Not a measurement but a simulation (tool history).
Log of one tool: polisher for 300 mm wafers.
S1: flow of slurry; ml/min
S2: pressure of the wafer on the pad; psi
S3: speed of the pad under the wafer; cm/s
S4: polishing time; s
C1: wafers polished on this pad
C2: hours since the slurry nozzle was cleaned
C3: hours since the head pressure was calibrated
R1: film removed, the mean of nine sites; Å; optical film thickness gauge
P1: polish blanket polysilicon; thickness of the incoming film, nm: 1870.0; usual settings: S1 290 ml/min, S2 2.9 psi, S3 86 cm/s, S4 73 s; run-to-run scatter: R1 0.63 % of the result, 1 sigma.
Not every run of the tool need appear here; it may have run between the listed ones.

run,hour,S1,S2,S3,S4,C1,C2,C3,R1
1,2.9,290,2.9,86,73,750,206.6,430.2,6494.8
2,7.6,175,2.9,86,111,787,211.3,434.9,9248.1
3,12,290,2.9,86,73,822,215.7,439.3,6405.9
4,15.1,290,3.9,40,73,846,218.8,442.4,4056.5
5,18,290,2.9,86,73,869,221.7,445.3,6459.6
6,23,210,2.2,86,73,909,226.7,450.3,4755.6
7,27.4,290,2.9,86,73,944,231.1,454.7,6444.5
8,32,290,2.9,86,33,980,235.7,459.3,2914
9,35.6,290,2.9,126,73,1008,239.3,462.9,9448.7
10,38.1,290,3.6,86,73,1028,241.8,465.4,7934
11,42.6,290,2.9,86,73,1064,246.3,469.9,6388.8
12,45.2,290,2.9,86,73,1084,248.9,472.5,6497.1
13,47.6,450,2.9,86,73,1103,251.3,474.9,6687.9
14,49.8,290,2.9,38,73,1121,253.5,477.1,2829.7
15,52.6,175,2.9,86,73,1143,256.3,479.9,6105.2
# hour 53.9: worn pad replaced by a new one
16,55.2,290,2.9,86,113,10,258.9,482.5,10038
17,58.2,290,2.9,86,73,34,261.9,485.5,6472.7
18,63.1,290,1.4,86,73,72,266.8,490.4,3102.2
19,66.8,290,2.9,86,73,102,270.5,494.1,6526
20,70.3,290,2.9,86,73,129,274,497.6,6318.8
21,75.1,290,2.9,86,73,167,278.8,502.4,6216.6
22,79.7,290,2.9,86,73,204,283.4,507,6238.8
# hour 80.8: worn pad replaced by a new one
23,84,290,2.9,86,73,25,287.7,511.3,6231.6
24,86.9,290,2.9,86,73,48,290.6,514.2,6275.3
25,91.6,290,2.9,86,73,85,295.3,518.9,6231
26,94.4,290,2.9,86,73,108,298.1,521.7,6235.8

P1 no longer gives what it gave before; its output has crept away from where it was. The following 2 causes, each at its listed size, fit the log equally well:
A: slurry flow missing at the pad, % = 29.4
B: head's pressure below its setpoint, % = 3.71
At approximately hour 66.8, the process output began to creep.
Excluded causes, each with its reason:
removal rate lost through wear of the pad, %: maintenance at hour 80.8, after the shift began, did not return the process to its former output

Of the 4 check runs below, each run on 5 wafers with the results averaged and each result still a question mark, which one would tell the listed causes apart?
check 1,97.2,290,2.9,60,73,,,,?
check 2,97.2,290,2.9,126,73,,,,?
check 3,97.2,175,2.9,86,90,,,,?
check 4,97.2,290,1.7,40,73,,,,?

Outcome of each check run for each possible cause:
check,result,if A,if B
check 1,R1,4334.8,4335.1
check 2,R1,9103.2,9103.8
check 3,R1,7054.2,7218.3
check 4,R1,1694.1,1694.2
Smallest distance between any two causes, each pair judged by its most separating result, in per cent: check 1 0.01 %; check 2 0.01 %; check 3 2.3 %; check 4 0.01 %
Check 3 distinguishes between the causes, while the remaining checks would return nearly the same result for all of them.

Check 3 was carried out, with these results: R1 7210.5 Å. Which of the listed causes is responsible?

The cause is B: head's pressure below its setpoint, %.
